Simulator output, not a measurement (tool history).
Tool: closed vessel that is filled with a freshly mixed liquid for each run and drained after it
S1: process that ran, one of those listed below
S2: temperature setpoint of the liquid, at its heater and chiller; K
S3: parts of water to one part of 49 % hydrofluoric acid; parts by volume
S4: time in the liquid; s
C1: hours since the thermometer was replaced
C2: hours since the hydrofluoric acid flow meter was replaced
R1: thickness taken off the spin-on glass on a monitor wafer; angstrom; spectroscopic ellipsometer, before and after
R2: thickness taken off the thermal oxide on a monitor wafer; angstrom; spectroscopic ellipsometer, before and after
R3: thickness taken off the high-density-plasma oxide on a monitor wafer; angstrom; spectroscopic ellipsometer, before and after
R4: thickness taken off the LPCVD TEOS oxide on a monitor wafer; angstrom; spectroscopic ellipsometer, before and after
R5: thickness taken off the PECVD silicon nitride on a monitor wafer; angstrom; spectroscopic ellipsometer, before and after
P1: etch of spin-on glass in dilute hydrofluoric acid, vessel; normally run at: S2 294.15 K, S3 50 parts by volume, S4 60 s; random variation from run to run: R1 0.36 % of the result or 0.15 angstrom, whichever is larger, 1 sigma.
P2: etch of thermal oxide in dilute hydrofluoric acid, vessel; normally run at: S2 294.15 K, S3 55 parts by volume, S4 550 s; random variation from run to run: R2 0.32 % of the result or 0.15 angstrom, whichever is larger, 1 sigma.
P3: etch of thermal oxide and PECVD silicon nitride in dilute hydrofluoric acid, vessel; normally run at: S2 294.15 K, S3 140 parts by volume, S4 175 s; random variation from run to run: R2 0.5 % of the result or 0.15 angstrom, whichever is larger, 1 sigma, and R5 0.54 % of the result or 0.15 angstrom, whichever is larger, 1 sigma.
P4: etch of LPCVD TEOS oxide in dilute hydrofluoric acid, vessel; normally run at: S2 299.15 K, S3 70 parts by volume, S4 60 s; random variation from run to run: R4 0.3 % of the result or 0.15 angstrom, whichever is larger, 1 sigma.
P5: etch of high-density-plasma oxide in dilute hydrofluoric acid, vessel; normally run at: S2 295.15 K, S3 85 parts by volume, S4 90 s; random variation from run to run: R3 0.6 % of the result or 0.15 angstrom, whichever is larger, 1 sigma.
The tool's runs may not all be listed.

{"run": 1, "day": 0.308, "S1": "P1", "S2": 294.15, "S3": 50, "S4": 60, "C1": 1043.9, "C2": 87.3, "R1": 383.95}
{"run": 2, "day": 0.612, "S1": "P1", "S2": 290.65, "S3": 50, "S4": 105, "C1": 1051.2, "C2": 94.6, "R1": 579.4}
{"run": 3, "day": 0.829, "S1": "P1", "S2": 298.15, "S3": 50, "S4": 60, "C1": 1056.4, "C2": 99.8, "R1": 452.06}
{"run": 4, "day": 1.042, "S1": "P1", "S2": 294.15, "S3": 50, "S4": 60, "C1": 1061.5, "C2": 104.9, "R1": 388.14}
{"run": 5, "day": 1.421, "S1": "P1", "S2": 290.15, "S3": 50, "S4": 60, "C1": 1070.6, "C2": 114.0, "R1": 325.66}
{"run": 6, "day": 1.771, "S1": "P1", "S2": 294.15, "S3": 50, "S4": 60, "C1": 1079.0, "C2": 122.4, "R1": 385.67}
{"run": 7, "day": 2.004, "S1": "P1", "S2": 294.15, "S3": 50, "S4": 60, "C1": 1084.6, "C2": 128.0, "R1": 386.62}
{"day": 2.325, "done": "hydrofluoric acid flow meter replaced"}
{"run": 8, "day": 2.383, "S1": "P2", "S2": 290.15, "S3": 55, "S4": 550, "C1": 1093.7, "C2": 1.4, "R2": 375.09}
{"run": 9, "day": 2.658, "S1": "P5", "S2": 295.15, "S3": 85, "S4": 90, "C1": 1100.3, "C2": 8.0, "R3": 51.753}
{"run": 10, "day": 2.929, "S1": "P4", "S2": 299.15, "S3": 70, "S4": 30, "C1": 1106.8, "C2": 14.5, "R4": 96.259}
{"run": 11, "day": 3.117, "S1": "P4", "S2": 307.15, "S3": 70, "S4": 60, "C1": 1111.3, "C2": 19.0, "R4": 262.56}
{"run": 12, "day": 3.388, "S1": "P1", "S2": 294.15, "S3": 50, "S4": 30, "C1": 1117.8, "C2": 25.5, "R1": 192.49}
{"run": 13, "day": 3.575, "S1": "P4", "S2": 299.15, "S3": 100, "S4": 60, "C1": 1122.3, "C2": 30.0, "R4": 129.45}
{"run": 14, "day": 3.767, "S1": "P3", "S2": 294.15, "S3": 140, "S4": 175, "C1": 1126.9, "C2": 34.6, "R2": 49.521, "R5": 42.14}
{"run": 15, "day": 4.096, "S1": "P3", "S2": 294.15, "S3": 140, "S4": 175, "C1": 1134.8, "C2": 42.5, "R2": 49.263, "R5": 42.367}
{"run": 16, "day": 4.288, "S1": "P2", "S2": 294.15, "S3": 25, "S4": 550, "C1": 1139.4, "C2": 47.1, "R2": 1011.2}
{"run": 17, "day": 4.562, "S1": "P3", "S2": 290.15, "S3": 140, "S4": 175, "C1": 1146.0, "C2": 53.7, "R2": 41.768, "R5": 32.571}
{"run": 18, "day": 4.946, "S1": "P1", "S2": 294.15, "S3": 25, "S4": 60, "C1": 1155.2, "C2": 62.9, "R1": 798.26}
{"run": 19, "day": 5.271, "S1": "P1", "S2": 294.15, "S3": 90, "S4": 100, "C1": 1163.0, "C2": 70.7, "R1": 338.53}
{"run": 20, "day": 5.608, "S1": "P4", "S2": 299.15, "S3": 70, "S4": 60, "C1": 1171.1, "C2": 78.8, "R4": 192.85}
{"run": 21, "day": 5.817, "S1": "P3", "S2": 294.15, "S3": 220, "S4": 175, "C1": 1176.1, "C2": 83.8, "R2": 28.852, "R5": 27.317}

Run 22 comes next. What will it give?
{"run": 22, "day": 6.25, "S1": "P5", "S2": 295.15, "S3": 85, "S4": 40, "C1": 1186.5, "C2": 94.2, "R3": "?"}

{"run 22": {"R3": 22.941}}
